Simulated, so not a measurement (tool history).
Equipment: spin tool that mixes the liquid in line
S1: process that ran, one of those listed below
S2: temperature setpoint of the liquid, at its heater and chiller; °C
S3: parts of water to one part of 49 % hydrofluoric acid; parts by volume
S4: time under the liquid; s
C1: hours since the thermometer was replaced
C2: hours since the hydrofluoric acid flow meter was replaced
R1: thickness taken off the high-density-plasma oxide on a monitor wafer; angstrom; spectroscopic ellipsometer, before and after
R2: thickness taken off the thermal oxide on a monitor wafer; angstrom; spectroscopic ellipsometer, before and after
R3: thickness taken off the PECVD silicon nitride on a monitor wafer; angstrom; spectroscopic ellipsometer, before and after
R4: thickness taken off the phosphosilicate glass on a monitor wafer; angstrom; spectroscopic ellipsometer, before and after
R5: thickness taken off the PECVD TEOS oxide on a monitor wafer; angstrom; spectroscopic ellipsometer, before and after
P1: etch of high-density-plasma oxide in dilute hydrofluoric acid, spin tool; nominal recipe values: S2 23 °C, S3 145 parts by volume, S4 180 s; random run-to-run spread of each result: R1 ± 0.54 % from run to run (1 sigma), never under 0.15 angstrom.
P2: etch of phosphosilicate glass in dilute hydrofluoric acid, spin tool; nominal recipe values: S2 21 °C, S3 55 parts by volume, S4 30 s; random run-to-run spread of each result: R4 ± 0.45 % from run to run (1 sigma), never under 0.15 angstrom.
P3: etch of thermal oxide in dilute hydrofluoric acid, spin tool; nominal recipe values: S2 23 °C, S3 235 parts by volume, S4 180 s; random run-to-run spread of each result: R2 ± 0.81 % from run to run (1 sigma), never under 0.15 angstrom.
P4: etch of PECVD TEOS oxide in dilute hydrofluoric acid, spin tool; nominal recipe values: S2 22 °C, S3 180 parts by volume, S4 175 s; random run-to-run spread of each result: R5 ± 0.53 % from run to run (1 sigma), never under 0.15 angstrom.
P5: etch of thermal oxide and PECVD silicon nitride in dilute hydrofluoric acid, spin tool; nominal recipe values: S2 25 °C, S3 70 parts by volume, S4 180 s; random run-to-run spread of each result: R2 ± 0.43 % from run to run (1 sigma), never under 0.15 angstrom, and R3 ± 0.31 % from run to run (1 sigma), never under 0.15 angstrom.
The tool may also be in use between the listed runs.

Run 1, hour 16.3: S1 P1, S2 23 °C, S3 145 parts by volume, S4 180 s; C1 1924.6; C2 280.5. Result: R1 56.598 angstrom.
Run 2, hour 33.1: S1 P5, S2 25 °C, S3 70 parts by volume, S4 20 s; C1 1941.4; C2 297.3. Result: R2 13.671 angstrom, R3 10.016 angstrom.
Run 3, hour 46.1: S1 P2, S2 21 °C, S3 20 parts by volume, S4 30 s; C1 1954.4; C2 310.3. Result: R4 1677.5 angstrom.
Run 4, hour 58: S1 P4, S2 22 °C, S3 90 parts by volume, S4 175 s; C1 1966.3; C2 322.2. Result: R5 218.77 angstrom.
Run 5, hour 65.7: S1 P1, S2 23 °C, S3 145 parts by volume, S4 180 s; C1 1974; C2 329.9. Result: R1 56.315 angstrom.
Run 6, hour 81.7: S1 P1, S2 23 °C, S3 145 parts by volume, S4 180 s; C1 1990; C2 345.9. Result: R1 56.692 angstrom.
Run 7, hour 95.3: S1 P1, S2 23 °C, S3 145 parts by volume, S4 180 s; C1 2003.6; C2 359.5. Result: R1 56.559 angstrom.
Run 8, hour 111.5: S1 P1, S2 31 °C, S3 145 parts by volume, S4 180 s; C1 2019.8; C2 375.7. Result: R1 75.866 angstrom.
Run 9, hour 126.9: S1 P4, S2 22 °C, S3 180 parts by volume, S4 175 s; C1 2035.2; C2 391.1. Result: R5 99.509 angstrom.
Run 10, hour 137.1: S1 P3, S2 29 °C, S3 235 parts by volume, S4 180 s; C1 2045.4; C2 401.3. Result: R2 37.321 angstrom.
Run 11, hour 152.6: S1 P2, S2 21 °C, S3 55 parts by volume, S4 30 s; C1 2060.9; C2 416.8. Result: R4 582.94 angstrom.
Run 12, hour 163.1: S1 P1, S2 23 °C, S3 50 parts by volume, S4 285 s; C1 2071.4; C2 427.3. Result: R1 288.11 angstrom.
Run 13, hour 178.3: S1 P2, S2 21 °C, S3 55 parts by volume, S4 60 s; C1 2086.6; C2 442.5. Result: R4 1177.8 angstrom.
Run 14, hour 191.4: S1 P1, S2 23 °C, S3 145 parts by volume, S4 305 s; C1 2099.7; C2 455.6. Result: R1 95.165 angstrom.
Run 15, hour 206.8: S1 P1, S2 23 °C, S3 145 parts by volume, S4 180 s; C1 2115.1; C2 471. Result: R1 55.915 angstrom.
Run 16, hour 220.3: S1 P1, S2 23 °C, S3 145 parts by volume, S4 15 s; C1 2128.6; C2 484.5. Result: R1 4.6315 angstrom.
Run 17, hour 227.7: S1 P1, S2 23 °C, S3 55 parts by volume, S4 180 s; C1 2136; C2 491.9. Result: R1 164.26 angstrom.
Run 18, hour 244.6: S1 P4, S2 22 °C, S3 180 parts by volume, S4 345 s; C1 2152.9; C2 508.8. Result: R5 195.43 angstrom.
Run 19, hour 252.8: S1 P1, S2 23 °C, S3 250 parts by volume, S4 180 s; C1 2161.1; C2 517. Result: R1 29.456 angstrom.
Run 20, hour 269.8: S1 P3, S2 23 °C, S3 370 parts by volume, S4 180 s; C1 2178.1; C2 534. Result: R2 17.03 angstrom.
Run 21, hour 286.8: S1 P2, S2 27 °C, S3 55 parts by volume, S4 30 s; C1 2195.1; C2 551. Result: R4 750.96 angstrom.
Run 22, hour 300.6: S1 P5, S2 25 °C, S3 20 parts by volume, S4 180 s; C1 2208.9; C2 564.8. Result: R2 464.34 angstrom, R3 299.25 angstrom.
Run 23, hour 314.6: S1 P5, S2 25 °C, S3 70 parts by volume, S4 180 s; C1 2222.9; C2 578.8. Result: R2 123.01 angstrom, R3 88.065 angstrom.
Run 24, hour 327: S1 P1, S2 23 °C, S3 215 parts by volume, S4 250 s; C1 2235.3; C2 591.2. Result: R1 49.402 angstrom.
Run 25, hour 341.8: S1 P4, S2 28.5 °C, S3 180 parts by volume, S4 175 s; C1 2250.1; C2 606. Result: R5 125.9 angstrom.
Run 26, hour 353.8: S1 P5, S2 25 °C, S3 70 parts by volume, S4 180 s; C1 2262.1; C2 618. Result: R2 123.83 angstrom, R3 88.341 angstrom.
Run 27, hour 367.4: S1 P3, S2 23 °C, S3 235 parts by volume, S4 180 s; C1 2275.7; C2 631.6. Result: R2 30.849 angstrom.
Run 28, hour 375.1: S1 P2, S2 21 °C, S3 55 parts by volume, S4 30 s; C1 2283.4; C2 639.3. Result: R4 587.23 angstrom.
Run 29, hour 391.6: S1 P1, S2 17 °C, S3 145 parts by volume, S4 180 s; C1 2299.9; C2 655.8. Result: R1 43.77 angstrom.
Run 30, hour 403.8: S1 P3, S2 23 °C, S3 235 parts by volume, S4 180 s; C1 2312.1; C2 668. Result: R2 30.185 angstrom.
Run 31, hour 413: S1 P1, S2 23 °C, S3 145 parts by volume, S4 180 s; C1 2321.3; C2 677.2. Result: R1 56.067 angstrom.
Run 32, hour 423.2: S1 P5, S2 31 °C, S3 70 parts by volume, S4 180 s; C1 2331.5; C2 687.4. Result: R2 156.26 angstrom, R3 130.5 angstrom.
Run 33, hour 437: S1 P1, S2 23 °C, S3 145 parts by volume, S4 180 s; C1 2345.3; C2 701.2. Result: R1 55.992 angstrom.
Run 34, hour 446.3: S1 P4, S2 22 °C, S3 180 parts by volume, S4 175 s; C1 2354.6; C2 710.5. Result: R5 99.865 angstrom.
Run 35, hour 455.1: S1 P3, S2 23 °C, S3 235 parts by volume, S4 330 s; C1 2363.4; C2 719.3. Result: R2 55.687 angstrom.
Run 36, hour 465.9: S1 P1, S2 23 °C, S3 145 parts by volume, S4 180 s; C1 2374.2; C2 730.1. Result: R1 56.56 angstrom.
Run 37, hour 480: S1 P1, S2 23 °C, S3 145 parts by volume, S4 180 s; C1 2388.3; C2 744.2. Result: R1 55.112 angstrom.
Run 38, hour 488: S1 P1, S2 23 °C, S3 145 parts by volume, S4 180 s; C1 2396.3; C2 752.2. Result: R1 54.267 angstrom.
Run 39, hour 502: S1 P1, S2 23 °C, S3 145 parts by volume, S4 180 s; C1 2410.3; C2 766.2. Result: R1 53.354 angstrom.
Run 40, hour 510.3: S1 P1, S2 23 °C, S3 145 parts by volume, S4 180 s; C1 2418.6; C2 774.5. Result: R1 52.703 angstrom.
Run 41, hour 523.6: S1 P1, S2 23 °C, S3 145 parts by volume, S4 180 s; C1 2431.9; C2 787.8. Result: R1 53.115 angstrom.
Run 42, hour 531.6: S1 P1, S2 23 °C, S3 145 parts by volume, S4 180 s; C1 2439.9; C2 795.8. Result: R1 52.901 angstrom.
Run 43, hour 547.8: S1 P1, S2 23 °C, S3 145 parts by volume, S4 180 s; C1 2456.1; C2 812. Result: R1 52.63 angstrom.
Run 44, hour 564.6: S1 P1, S2 23 °C, S3 145 parts by volume, S4 180 s; C1 2472.9; C2 828.8. Result: R1 52.151 angstrom.
Run 45, hour 580.9: S1 P1, S2 23 °C, S3 145 parts by volume, S4 180 s; C1 2489.2; C2 845.1. Result: R1 52.302 angstrom.
Run 46, hour 597.2: S1 P1, S2 23 °C, S3 145 parts by volume, S4 180 s; C1 2505.5; C2 861.4. Result: R1 52.047 angstrom.
Run 47, hour 611.3: S1 P1, S2 23 °C, S3 145 parts by volume, S4 180 s; C1 2519.6; C2 875.5. Result: R1 52.035 angstrom.

Something has made what P1 gives creep away from where it was; the 2 causes below, each at its own stated size, fit the log equally well:
A: liquid colder than its thermometer reads (K) = 1.96
B: hydrofluoric acid flow below the setpoint (%) = 6.33
The gradual shift began around hour 465.9.

Which of the 4 check runs listed below separates the causes, so that each cause would produce a clearly different result? Each run uses one wafer, and its results are marked with question marks.
Run check 1, hour 625.4: S1 P5, S2 25 °C, S3 30 parts by volume, S4 180 s. Result: R2 ?, R3 ?.
Run check 2, hour 625.4: S1 P3, S2 29 °C, S3 235 parts by volume, S4 255 s. Result: R2 ?.
Run check 3, hour 625.4: S1 P4, S2 22 °C, S3 180 parts by volume, S4 310 s. Result: R5 ?.
Run check 4, hour 625.4: S1 P2, S2 25 °C, S3 55 parts by volume, S4 30 s. Result: R4 ?.

Expected result of each check under each candidate cause:
  check  result    if A    if B
check 1      R2  279.84  283.71
check 1      R3  177.07  189.92
check 2      R2  49.886  49.096
check 3      R5  163.25  162.88
check 4      R4  639.88  646.23
Per-check spread between the two closest causes, in the result where they differ most: check 1 7.01 %; check 2 1.6 %; check 3 0.23 %; check 4 0.99 %
The causes can be told apart only by check 1. The other checks would give nearly the same results under each of them.

Then check 1 was run and gave: R2 283.93 angstrom; R3 189.62 angstrom. Which cause is it?

The cause is B: hydrofluoric acid flow below the setpoint (%).

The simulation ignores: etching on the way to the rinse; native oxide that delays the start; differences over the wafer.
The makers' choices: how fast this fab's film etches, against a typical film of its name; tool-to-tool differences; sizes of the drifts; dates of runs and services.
